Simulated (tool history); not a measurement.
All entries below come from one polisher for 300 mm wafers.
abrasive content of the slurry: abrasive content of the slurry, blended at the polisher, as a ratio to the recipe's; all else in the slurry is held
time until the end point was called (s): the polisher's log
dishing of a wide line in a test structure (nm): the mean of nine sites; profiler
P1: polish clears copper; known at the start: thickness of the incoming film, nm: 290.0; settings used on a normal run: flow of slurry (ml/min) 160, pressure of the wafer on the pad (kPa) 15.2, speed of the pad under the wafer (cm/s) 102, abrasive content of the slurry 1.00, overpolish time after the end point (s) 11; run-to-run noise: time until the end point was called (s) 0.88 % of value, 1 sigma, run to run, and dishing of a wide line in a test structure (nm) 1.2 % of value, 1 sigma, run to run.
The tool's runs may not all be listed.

run     day  flow of slurry (ml/min)  pressure of the wafer on the pad (kPa)  speed of the pad under the wafer (cm/s)  abrasive content of the slurry  overpolish time after the end point (s)  time until the end point was called (s)  dishing of a wide line in a test structure (nm)
  1   0.517                      160                                    15.2                                      102                            1.00                                       11                                  112.730                                          19.7730
  2   1.233                      160                                    15.2                                       64                            0.70                                       11                                  195.900                                          12.1790
  3   1.617                      160                                    15.2                                      102                            1.00                                       11                                  114.390                                          20.1510
  4   2.146                      160                                    11.0                                      102                            1.00                                       11                                  157.910                                          14.6850
  5   2.750                      160                                    15.2                                       46                            1.00                                       11                                  254.160                                           9.5943
  6   3.225                      160                                    20.7                                      102                            1.00                                       11                                   83.670                                          26.1210
  7   3.883                      160                                    15.2                                      102                            1.00                                        3                                  111.530                                           5.7710
  8   4.221                       95                                    15.2                                      102                            1.00                                       11                                  129.410                                          18.0110
  9   4.567                      160                                    15.2                                      102                            0.50                                       11                                  131.790                                          17.6720
 10   5.054                      160                                    15.2                                      102                            1.00                                       11                                  112.850                                          19.9820
 11   5.512                      225                                    15.2                                      102                            1.00                                       11                                  109.860                                          21.3060
 12   6.025                      160                                    15.2                                      102                            1.00                                       21                                  113.390                                          35.4970
 13   6.617                      160                                    15.2                                      102                            1.00                                       11                                  113.290                                          19.7960
 14   7.267                      160                                    15.2                                      134                            1.00                                       11                                   86.592                                          25.2010
 15   7.621                      110                                     6.9                                      102                            1.00                                       11                                  267.450                                           8.7833
 16   8.138                      160                                    15.2                                      102                            1.45                                       11                                  106.510                                          21.8600
 17   8.533                      160                                    15.2                                      102                            1.00                                       11                                  112.900                                          20.2680
 18   8.938                      160                                    15.2                                      102                            1.00                                       11                                  116.570                                          19.5350
 19   9.646                      160                                    15.2                                      102                            1.00                                       11                                  118.970                                          19.2530
 20  10.292                      160                                    15.2                                      102                            1.00                                       11                                  121.230                                          19.1800
 21  10.846                      160                                    15.2                                      102                            1.00                                       11                                  123.290                                          18.7880
 22  11.421                      160                                    15.2                                      102                            1.00                                       11                                  121.700                                          18.7980
     11.521  -- head pressure recalibrated
     11.579  -- worn pad replaced by a new one
 23  11.875                      160                                    15.2                                      102                            1.00                                       11                                  123.330                                          18.5500
 24  12.225                      160                                    15.2                                      102                            1.00                                       11                                  122.060                                          18.4600
 25  12.871                      160                                    15.2                                      102                            1.00                                       11                                  124.180                                          18.3950
 26  13.454                      160                                    15.2                                      102                            1.00                                       11                                  125.590                                          18.4070

Something has made what P1 gives creep away from where it was; the 2 causes below, each at its own stated size, fit the log equally well:
A: abrasive missing from the slurry, % = 33.6
B: slurry flow missing at the pad, % = 34.9
The onset of the drift is placed at about day 8.533.
Ruled out, with reasons:
removal rate lost through wear of the pad, %: maintenance at day 11.579, after the shift began, did not return the process to its former output
head's pressure below its setpoint, %: maintenance at day 11.521, after the shift began, did not return the process to its former output

Consider the 4 check runs below, whose results appear as question marks and each of which averages 2 wafers. Which one distinguishes the causes, in that each cause would give it a clearly different result?
check 1  14.038                      160                                    15.2                                       64                            0.65                                       11                                        ?                                                ?
check 2  14.038                      160                                    20.7                                       58                            1.00                                       11                                        ?                                                ?
check 3  14.038                      100                                    15.2                                      102                            1.00                                       17                                        ?                                                ?
check 4  14.038                      160                                    15.2                                      102                            1.45                                       11                                        ?                                                ?

Outcome of each check run for each possible cause:
  check                                           result     if A     if B
check 1          time until the end point was called (s)  215.080  216.100
check 1  dishing of a wide line in a test structure (nm)  11.0450  10.9960
check 2          time until the end point was called (s)  159.820  159.830
check 2  dishing of a wide line in a test structure (nm)  14.7040  14.7030
check 3          time until the end point was called (s)  136.360  142.480
check 3  dishing of a wide line in a test structure (nm)  25.1440  24.1830
check 4          time until the end point was called (s)  114.690  114.250
check 4  dishing of a wide line in a test structure (nm)  19.8650  19.9340
Gap, in per cent, between the two causes that each check separates least, read from the result that separates them most: check 1 0.47 %; check 2 0.01 %; check 3 4.39 %; check 4 0.38 %
Only in check 3 would the causes give clearly different results; in the remaining checks their results would be nearly the same.

The results of check 3 are: time until the end point was called (s) 142.370; dishing of a wide line in a test structure (nm) 24.1730. Based on these, which of the listed causes is it?

It was cause B: slurry flow missing at the pad, %.
